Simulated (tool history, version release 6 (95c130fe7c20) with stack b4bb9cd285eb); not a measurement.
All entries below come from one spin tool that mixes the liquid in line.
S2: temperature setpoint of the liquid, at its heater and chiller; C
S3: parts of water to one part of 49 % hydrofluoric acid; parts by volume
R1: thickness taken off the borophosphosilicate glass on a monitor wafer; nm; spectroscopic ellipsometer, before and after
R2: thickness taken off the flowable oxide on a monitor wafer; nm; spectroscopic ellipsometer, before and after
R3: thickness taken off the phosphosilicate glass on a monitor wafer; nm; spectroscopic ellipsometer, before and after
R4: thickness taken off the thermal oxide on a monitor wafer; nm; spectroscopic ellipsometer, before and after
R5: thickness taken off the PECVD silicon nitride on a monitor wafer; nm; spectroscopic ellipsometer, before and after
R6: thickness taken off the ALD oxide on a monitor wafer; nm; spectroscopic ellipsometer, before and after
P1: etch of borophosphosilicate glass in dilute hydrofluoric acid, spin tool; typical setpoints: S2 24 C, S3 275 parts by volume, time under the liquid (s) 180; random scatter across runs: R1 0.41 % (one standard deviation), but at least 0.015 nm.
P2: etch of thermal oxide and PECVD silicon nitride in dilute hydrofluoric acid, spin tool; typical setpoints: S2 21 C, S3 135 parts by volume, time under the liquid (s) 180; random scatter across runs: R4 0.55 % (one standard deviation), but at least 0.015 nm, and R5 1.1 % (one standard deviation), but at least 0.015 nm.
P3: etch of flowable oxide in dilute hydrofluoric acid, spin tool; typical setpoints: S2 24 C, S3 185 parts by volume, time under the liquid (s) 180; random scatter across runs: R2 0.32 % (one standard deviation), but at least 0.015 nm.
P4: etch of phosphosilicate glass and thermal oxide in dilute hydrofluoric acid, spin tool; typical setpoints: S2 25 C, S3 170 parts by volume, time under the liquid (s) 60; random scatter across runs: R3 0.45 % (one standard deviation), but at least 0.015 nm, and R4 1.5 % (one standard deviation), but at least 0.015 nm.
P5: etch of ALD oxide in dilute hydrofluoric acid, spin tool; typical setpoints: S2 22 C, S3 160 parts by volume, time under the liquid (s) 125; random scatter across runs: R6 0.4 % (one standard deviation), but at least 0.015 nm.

run 1 day=0.3 | process_that_ran=P1 S2=24 S3=275 time_under_the_liquid_(s)=180 | R1=28.096
run 2 day=0.867 | process_that_ran=P3 S2=24 S3=185 time_under_the_liquid_(s)=345 | R2=82.578
run 3 day=1.258 | process_that_ran=P1 S2=30.5 S3=275 time_under_the_liquid_(s)=180 | R1=34.705
run 4 day=1.662 | process_that_ran=P1 S2=24 S3=275 time_under_the_liquid_(s)=180 | R1=27.88
run 5 day=2.279 | process_that_ran=P1 S2=19 S3=275 time_under_the_liquid_(s)=180 | R1=23.268
run 6 day=2.671 | process_that_ran=P1 S2=24 S3=380 time_under_the_liquid_(s)=180 | R1=18.381
run 7 day=3.158 | process_that_ran=P4 S2=25 S3=170 time_under_the_liquid_(s)=60 | R3=32.183 R4=1.5517
run 8 day=3.588 | process_that_ran=P3 S2=24 S3=185 time_under_the_liquid_(s)=180 | R2=43.276
run 9 day=4.05 | process_that_ran=P2 S2=21 S3=135 time_under_the_liquid_(s)=180 | R4=5.1201 R5=1.787
-- day=4.488 hydrofluoric acid flow meter replaced
run 10 day=4.671 | process_that_ran=P1 S2=24 S3=405 time_under_the_liquid_(s)=285 | R1=26.673
run 11 day=5.008 | process_that_ran=P1 S2=24 S3=275 time_under_the_liquid_(s)=75 | R1=11.727
-- day=5.021 thermometer replaced
run 12 day=5.567 | process_that_ran=P5 S2=22 S3=160 time_under_the_liquid_(s)=125 | R6=6.6664
run 13 day=5.954 | process_that_ran=P5 S2=17.5 S3=160 time_under_the_liquid_(s)=125 | R6=5.6231
run 14 day=6.338 | process_that_ran=P1 S2=24 S3=275 time_under_the_liquid_(s)=325 | R1=50.734
run 15 day=6.812 | process_that_ran=P5 S2=22 S3=160 time_under_the_liquid_(s)=125 | R6=6.706
run 16 day=7.367 | process_that_ran=P2 S2=21 S3=215 time_under_the_liquid_(s)=180 | R4=2.9557 R5=1.1339
run 17 day=7.888 | process_that_ran=P1 S2=24 S3=275 time_under_the_liquid_(s)=180 | R1=27.753
run 18 day=8.462 | process_that_ran=P5 S2=22 S3=160 time_under_the_liquid_(s)=25 | R6=1.3402
run 19 day=8.896 | process_that_ran=P5 S2=22 S3=280 time_under_the_liquid_(s)=125 | R6=3.3834
run 20 day=9.338 | process_that_ran=P4 S2=30 S3=170 time_under_the_liquid_(s)=60 | R3=38.618 R4=1.8513
run 21 day=9.738 | process_that_ran=P3 S2=24 S3=275 time_under_the_liquid_(s)=180 | R2=26.476
run 22 day=10.188 | process_that_ran=P1 S2=24 S3=275 time_under_the_liquid_(s)=180 | R1=27.887
run 23 day=10.683 | process_that_ran=P1 S2=30 S3=275 time_under_the_liquid_(s)=290 | R1=55.291

Run 24 has not been measured yet. What should we expect?
run 24 day=11.329 | process_that_ran=P2 S2=28 S3=135 time_under_the_liquid_(s)=180 | R4=? R5=?

R4: 6.7658 nm
R5: 2.8619 nm
